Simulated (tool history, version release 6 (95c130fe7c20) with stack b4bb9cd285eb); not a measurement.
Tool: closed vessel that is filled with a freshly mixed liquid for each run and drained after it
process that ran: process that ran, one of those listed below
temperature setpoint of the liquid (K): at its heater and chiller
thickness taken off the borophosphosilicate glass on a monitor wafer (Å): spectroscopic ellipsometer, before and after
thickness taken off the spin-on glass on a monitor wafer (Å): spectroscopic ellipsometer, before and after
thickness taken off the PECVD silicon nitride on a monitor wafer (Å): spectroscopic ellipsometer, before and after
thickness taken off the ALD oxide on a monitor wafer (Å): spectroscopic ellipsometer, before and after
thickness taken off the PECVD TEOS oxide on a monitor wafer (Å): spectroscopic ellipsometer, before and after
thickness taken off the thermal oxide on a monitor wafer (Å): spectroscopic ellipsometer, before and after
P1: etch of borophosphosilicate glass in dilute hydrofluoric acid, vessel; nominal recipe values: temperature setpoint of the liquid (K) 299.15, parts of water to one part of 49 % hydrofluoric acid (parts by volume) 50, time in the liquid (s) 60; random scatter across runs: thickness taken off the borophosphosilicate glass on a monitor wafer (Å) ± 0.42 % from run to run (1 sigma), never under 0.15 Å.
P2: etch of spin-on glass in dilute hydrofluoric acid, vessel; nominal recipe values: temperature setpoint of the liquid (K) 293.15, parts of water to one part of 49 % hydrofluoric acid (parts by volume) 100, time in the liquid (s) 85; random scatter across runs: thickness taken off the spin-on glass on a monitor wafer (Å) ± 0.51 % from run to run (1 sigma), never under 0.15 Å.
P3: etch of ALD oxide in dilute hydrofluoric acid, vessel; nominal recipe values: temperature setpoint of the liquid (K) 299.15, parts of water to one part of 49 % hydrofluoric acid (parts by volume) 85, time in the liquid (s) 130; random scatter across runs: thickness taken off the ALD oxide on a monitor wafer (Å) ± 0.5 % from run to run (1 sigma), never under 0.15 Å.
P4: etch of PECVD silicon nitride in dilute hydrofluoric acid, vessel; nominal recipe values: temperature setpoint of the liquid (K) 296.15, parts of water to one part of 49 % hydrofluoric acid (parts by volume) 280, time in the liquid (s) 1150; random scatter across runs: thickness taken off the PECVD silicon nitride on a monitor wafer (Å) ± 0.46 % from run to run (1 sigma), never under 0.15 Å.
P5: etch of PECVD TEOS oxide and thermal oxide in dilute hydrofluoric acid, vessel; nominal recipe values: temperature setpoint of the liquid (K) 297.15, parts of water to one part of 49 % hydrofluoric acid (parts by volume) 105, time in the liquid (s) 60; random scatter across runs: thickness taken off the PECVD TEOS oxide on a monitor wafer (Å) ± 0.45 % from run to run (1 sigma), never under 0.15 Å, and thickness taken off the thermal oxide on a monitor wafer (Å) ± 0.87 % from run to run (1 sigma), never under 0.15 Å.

run,hour,process that ran,temperature setpoint of the liquid (K),parts of water to one part of 49 % hydrofluoric acid (parts by volume),time in the liquid (s),thickness taken off the borophosphosilicate glass on a monitor wafer (Å),thickness taken off the spin-on glass on a monitor wafer (Å),thickness taken off the PECVD silicon nitride on a monitor wafer (Å),thickness taken off the ALD oxide on a monitor wafer (Å),thickness taken off the PECVD TEOS oxide on a monitor wafer (Å),thickness taken off the thermal oxide on a monitor wafer (Å)
1,8.9,P1,299.15,50,60,861.55,,,,,
2,19.4,P1,299.15,50,100,1424.8,,,,,
3,30.5,P1,299.15,90,60,451.27,,,,,
4,38.8,P2,293.15,100,85,,195.12,,,,
5,47.8,P4,296.15,280,1150,,,107.66,,,
6,55.7,P4,296.15,280,1975,,,185.08,,,
7,69.9,P3,299.15,85,225,,,,299.33,,
8,80,P1,299.15,50,60,850.51,,,,,
9,93,P2,297.15,100,85,,231.17,,,,
10,103.2,P4,296.15,280,1150,,,108.26,,,
11,118.8,P1,307.15,50,60,1175.7,,,,,
12,131.1,P4,291.15,280,1150,,,78.256,,,
13,146.8,P1,306.65,80,60,688.3,,,,,
14,157.6,P2,293.15,165,85,,111.17,,,,
15,170,P1,294.65,50,60,714.09,,,,,
16,180.4,P1,299.15,25,100,2956.6,,,,,
17,192.6,P1,299.15,20,60,2243.7,,,,,
18,203.9,P3,299.15,130,130,,,,106.43,,
19,217.3,P1,299.15,20,100,3737.9,,,,,
20,230.5,P2,293.15,100,135,,311.32,,,,
21,242.8,P5,297.15,105,60,,,,,160.86,25.288
22,255.5,P1,299.15,50,60,864.28,,,,,
23,264.6,P5,297.15,170,60,,,,,92.498,14.993
24,274.8,P5,303.15,105,60,,,,,200.94,32.336
25,290.7,P5,297.15,105,60,,,,,161.06,25.948
26,304.3,P1,299.15,50,60,864.04,,,,,
27,316,P1,299.15,50,60,863.52,,,,,
28,328.5,P3,294.15,85,130,,,,140.21,,
29,338.8,P4,296.15,505,1150,,,60.581,,,
30,351.5,P5,297.15,105,100,,,,,269.46,43.205

Predict the results of run 31:
31,362.8,P1,299.15,50,30,?,,,,,

Run 31 came out at thickness taken off the borophosphosilicate glass on a monitor wafer (Å) 434.11.
